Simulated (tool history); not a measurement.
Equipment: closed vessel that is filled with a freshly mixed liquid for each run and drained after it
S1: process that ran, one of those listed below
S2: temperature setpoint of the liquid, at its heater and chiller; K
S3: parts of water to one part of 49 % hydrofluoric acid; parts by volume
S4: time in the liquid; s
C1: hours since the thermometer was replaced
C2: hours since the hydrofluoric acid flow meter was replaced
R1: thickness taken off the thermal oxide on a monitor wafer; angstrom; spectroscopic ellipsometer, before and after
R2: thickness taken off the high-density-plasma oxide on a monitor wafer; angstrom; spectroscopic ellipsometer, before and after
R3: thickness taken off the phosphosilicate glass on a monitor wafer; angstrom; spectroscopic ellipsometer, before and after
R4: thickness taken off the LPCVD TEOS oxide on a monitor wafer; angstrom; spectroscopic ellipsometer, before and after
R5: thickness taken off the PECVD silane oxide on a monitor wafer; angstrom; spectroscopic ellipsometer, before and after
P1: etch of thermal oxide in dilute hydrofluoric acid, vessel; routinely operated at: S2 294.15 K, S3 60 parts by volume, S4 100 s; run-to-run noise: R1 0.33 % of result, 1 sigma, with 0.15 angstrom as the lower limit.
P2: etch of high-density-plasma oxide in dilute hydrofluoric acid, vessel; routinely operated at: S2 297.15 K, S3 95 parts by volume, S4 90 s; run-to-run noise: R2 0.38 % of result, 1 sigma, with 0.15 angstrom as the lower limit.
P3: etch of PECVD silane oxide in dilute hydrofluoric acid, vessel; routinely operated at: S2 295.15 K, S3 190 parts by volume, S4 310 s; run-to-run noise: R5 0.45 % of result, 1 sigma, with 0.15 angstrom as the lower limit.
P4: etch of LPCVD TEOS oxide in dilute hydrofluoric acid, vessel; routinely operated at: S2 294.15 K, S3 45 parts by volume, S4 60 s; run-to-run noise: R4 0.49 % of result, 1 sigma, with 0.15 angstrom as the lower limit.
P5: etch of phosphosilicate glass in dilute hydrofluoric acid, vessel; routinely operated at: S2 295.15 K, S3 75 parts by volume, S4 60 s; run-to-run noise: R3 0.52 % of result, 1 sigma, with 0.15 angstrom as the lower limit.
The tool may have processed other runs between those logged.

| run | hour | S1 | S2 | S3 | S4 | C1 | C2 | R1 | R2 | R3 | R4 | R5 |
|---|---|---|---|---|---|---|---|---|---|---|---|---|
| 1 | 6.6 | P1 | 294.15 | 60 | 100 | 259.8 | 1405.9 | 74.394 |  |  |  |  |
| 2 | 14.6 | P2 | 297.15 | 95 | 90 | 267.8 | 1413.9 |  | 75.668 |  |  |  |
| 3 | 21.0 | P1 | 294.15 | 60 | 160 | 274.2 | 1420.3 | 118.290 |  |  |  |  |
| 4 | 27.8 | P1 | 290.15 | 60 | 100 | 281.0 | 1427.1 | 62.122 |  |  |  |  |
| 5 | 31.7 | P5 | 295.15 | 135 | 60 | 284.9 | 1431.0 |  |  | 231.59 |  |  |
| 6 | 37.1 | P1 | 294.15 | 60 | 100 | 290.3 | 1436.4 | 73.694 |  |  |  |  |
| 7 | 44.8 | P4 | 294.15 | 25 | 60 | 298.0 | 1444.1 |  |  |  | 924.60 |  |
| 8 | 51.0 | P3 | 302.65 | 190 | 310 | 304.2 | 1450.3 |  |  |  |  | 641.39 |
| 9 | 54.7 | P1 | 294.15 | 90 | 100 | 307.9 | 1454.0 | 47.937 |  |  |  |  |
| 10 | 58.7 | P1 | 294.15 | 60 | 100 | 311.9 | 1458.0 | 73.354 |  |  |  |  |
| 11 | 63.4 | P1 | 294.15 | 60 | 30 | 316.6 | 1462.7 | 22.243 |  |  |  |  |
| 12 | 67.4 | P1 | 294.15 | 30 | 100 | 320.6 | 1466.7 | 153.670 |  |  |  |  |
| 13 | 71.1 | P3 | 295.15 | 190 | 475 | 324.3 | 1470.4 |  |  |  |  | 741.62 |
| 14 | 78.4 | P1 | 294.15 | 60 | 100 | 331.6 | 1477.7 | 74.022 |  |  |  |  |
| 15 | 83.6 | P3 | 295.15 | 190 | 310 | 336.8 | 1482.9 |  |  |  |  | 488.44 |
| 16 | 88.6 | P5 | 291.15 | 75 | 60 | 341.8 | 1487.9 |  |  | 376.03 |  |  |
| 17 | 94.6 | P4 | 301.15 | 45 | 60 | 347.8 | 1493.9 |  |  |  | 664.25 |  |
| 18 | 99.3 | P4 | 294.15 | 45 | 60 | 352.5 | 1498.6 |  |  |  | 501.26 |  |
| 19 | 104.4 | P5 | 295.15 | 75 | 30 | 357.6 | 1503.7 |  |  | 222.25 |  |  |
| 20 | 110.4 | P3 | 295.15 | 190 | 310 | 363.6 | 1509.7 |  |  |  |  | 490.51 |
| 21 | 118.5 | P1 | 290.65 | 85 | 100 | 371.7 | 1517.8 | 43.848 |  |  |  |  |
| 22 | 123.9 | P1 | 290.15 | 60 | 170 | 377.1 | 1523.2 | 106.030 |  |  |  |  |
| 23 | 131.8 | P5 | 295.15 | 75 | 60 | 385.0 | 1531.1 |  |  | 445.87 |  |  |

Run 24 has not been measured yet. What should we expect?
| 24 | 137.8 | P2 | 297.15 | 95 | 90 | 391.0 | 1537.1 |  | ? |  |  |  |

R2: 75.562 angstrom
